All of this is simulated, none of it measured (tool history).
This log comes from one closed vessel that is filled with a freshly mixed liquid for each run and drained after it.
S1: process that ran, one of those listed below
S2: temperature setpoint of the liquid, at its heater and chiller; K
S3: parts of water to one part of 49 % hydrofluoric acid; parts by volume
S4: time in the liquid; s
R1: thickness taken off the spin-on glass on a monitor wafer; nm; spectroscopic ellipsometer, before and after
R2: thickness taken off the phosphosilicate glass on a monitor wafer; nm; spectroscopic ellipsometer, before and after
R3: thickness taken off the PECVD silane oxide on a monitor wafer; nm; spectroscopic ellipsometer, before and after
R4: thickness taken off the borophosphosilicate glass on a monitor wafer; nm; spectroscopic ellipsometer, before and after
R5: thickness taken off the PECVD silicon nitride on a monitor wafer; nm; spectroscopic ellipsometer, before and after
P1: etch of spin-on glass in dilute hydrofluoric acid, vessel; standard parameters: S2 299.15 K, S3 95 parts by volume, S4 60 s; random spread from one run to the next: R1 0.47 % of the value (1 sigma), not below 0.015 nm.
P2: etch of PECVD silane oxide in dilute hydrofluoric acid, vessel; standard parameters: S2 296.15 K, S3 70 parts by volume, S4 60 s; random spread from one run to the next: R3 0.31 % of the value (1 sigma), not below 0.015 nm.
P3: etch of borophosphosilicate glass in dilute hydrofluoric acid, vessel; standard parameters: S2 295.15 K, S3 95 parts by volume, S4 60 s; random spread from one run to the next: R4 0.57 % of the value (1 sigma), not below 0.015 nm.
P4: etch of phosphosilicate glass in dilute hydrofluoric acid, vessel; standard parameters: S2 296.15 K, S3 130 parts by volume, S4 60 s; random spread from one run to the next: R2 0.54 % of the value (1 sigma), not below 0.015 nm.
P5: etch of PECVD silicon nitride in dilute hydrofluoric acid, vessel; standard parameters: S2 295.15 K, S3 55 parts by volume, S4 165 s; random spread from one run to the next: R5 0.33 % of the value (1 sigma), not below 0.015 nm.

run,hour,S1,S2,S3,S4,R1,R2,R3,R4,R5
1,11.2,P1,299.15,95,60,33.756,,,,
2,20.6,P4,296.15,130,60,,41.264,,,
3,34.3,P1,299.15,20,60,176.280,,,,
4,45.1,P1,299.15,95,100,56.317,,,,
5,59.0,P2,291.15,70,60,,,34.999,,
6,75.8,P3,295.15,150,60,,,,14.072,
7,89.8,P4,303.65,130,60,,54.574,,,
8,103.5,P4,296.15,130,115,,78.665,,,
9,111.8,P2,296.15,70,60,,,43.223,,
10,128.8,P1,299.15,160,60,18.511,,,,
11,140.2,P3,295.15,95,60,,,,23.769,
12,155.3,P2,296.15,130,60,,,21.782,,
13,167.9,P1,299.15,95,60,33.690,,,,
14,183.1,P3,290.65,95,60,,,,19.639,
15,192.6,P5,295.15,105,165,,,,,7.2180
16,208.2,P3,295.15,95,30,,,,11.945,
17,220.5,P2,296.15,70,30,,,21.745,,
18,233.0,P1,299.15,95,60,33.380,,,,
19,242.1,P1,299.15,95,60,33.795,,,,
20,253.5,P4,296.15,130,60,,41.217,,,
21,263.7,P1,299.15,95,60,33.643,,,,
22,278.7,P5,295.15,55,165,,,,,13.7100
23,289.3,P1,299.15,95,30,16.839,,,,
24,304.7,P2,296.15,70,60,,,43.474,,
25,321.2,P1,306.65,95,60,44.440,,,,
26,332.9,P5,290.15,55,165,,,,,9.6736
27,342.2,P1,299.15,95,60,33.655,,,,
28,357.4,P3,295.15,95,60,,,,23.709,
29,373.1,P5,295.15,55,75,,,,,6.2531
30,386.3,P1,294.65,55,60,51.144,,,,
31,394.1,P1,291.15,150,60,14.475,,,,
32,404.1,P1,294.15,95,60,27.424,,,,
33,411.7,P5,295.15,55,165,,,,,13.6190
34,425.1,P4,296.15,215,60,,22.767,,,
35,442.0,P1,299.15,95,60,33.891,,,,
36,453.1,P1,299.15,95,60,32.911,,,,
37,463.8,P1,299.15,95,60,32.163,,,,
38,474.7,P1,299.15,95,60,32.158,,,,
39,489.8,P1,299.15,95,60,31.267,,,,
40,503.1,P1,299.15,95,60,31.097,,,,
41,517.5,P1,299.15,95,60,30.968,,,,
42,529.7,P1,299.15,95,60,30.694,,,,
43,539.9,P1,299.15,95,60,30.907,,,,
44,555.3,P1,299.15,95,60,30.796,,,,
45,565.0,P1,299.15,95,60,30.829,,,,
46,581.7,P1,299.15,95,60,30.765,,,,

P1 no longer gives what it gave before; its output has crept away from where it was. The following 2 causes, each at its listed size, fit the log equally well:
A: hydrofluoric acid flow below the setpoint (%) = 8.11
B: liquid colder than its thermometer reads (K) = 2.42
The creep began at about hour 442.0.

Of the 4 check runs listed below, each run on one wafer and each result written as a question mark, which would let you distinguish the listed causes because they would give clearly different results?
check 1,598.4,P5,295.15,55,165,,,,,?
check 2,598.4,P4,296.15,130,60,,?,,,
check 3,598.4,P2,296.15,70,60,,,?,,
check 4,598.4,P3,295.15,95,60,,,,?,

Outcome of each check run for each possible cause:
check,result,if A,if B
check 1,R5,12.5980,11.5810
check 2,R2,37.415,37.480
check 3,R3,39.559,39.261
check 4,R4,21.651,21.550
Per-check spread between the two closest causes, in the result where they differ most: check 1 8.42 %; check 2 0.18 %; check 3 0.75 %; check 4 0.47 %
The causes can be told apart only by check 1. The other checks would give nearly the same results under each of them.

After running check 1, the following was obtained: R5 12.5930 nm. Which cause does this point to?

It is A: hydrofluoric acid flow below the setpoint (%).

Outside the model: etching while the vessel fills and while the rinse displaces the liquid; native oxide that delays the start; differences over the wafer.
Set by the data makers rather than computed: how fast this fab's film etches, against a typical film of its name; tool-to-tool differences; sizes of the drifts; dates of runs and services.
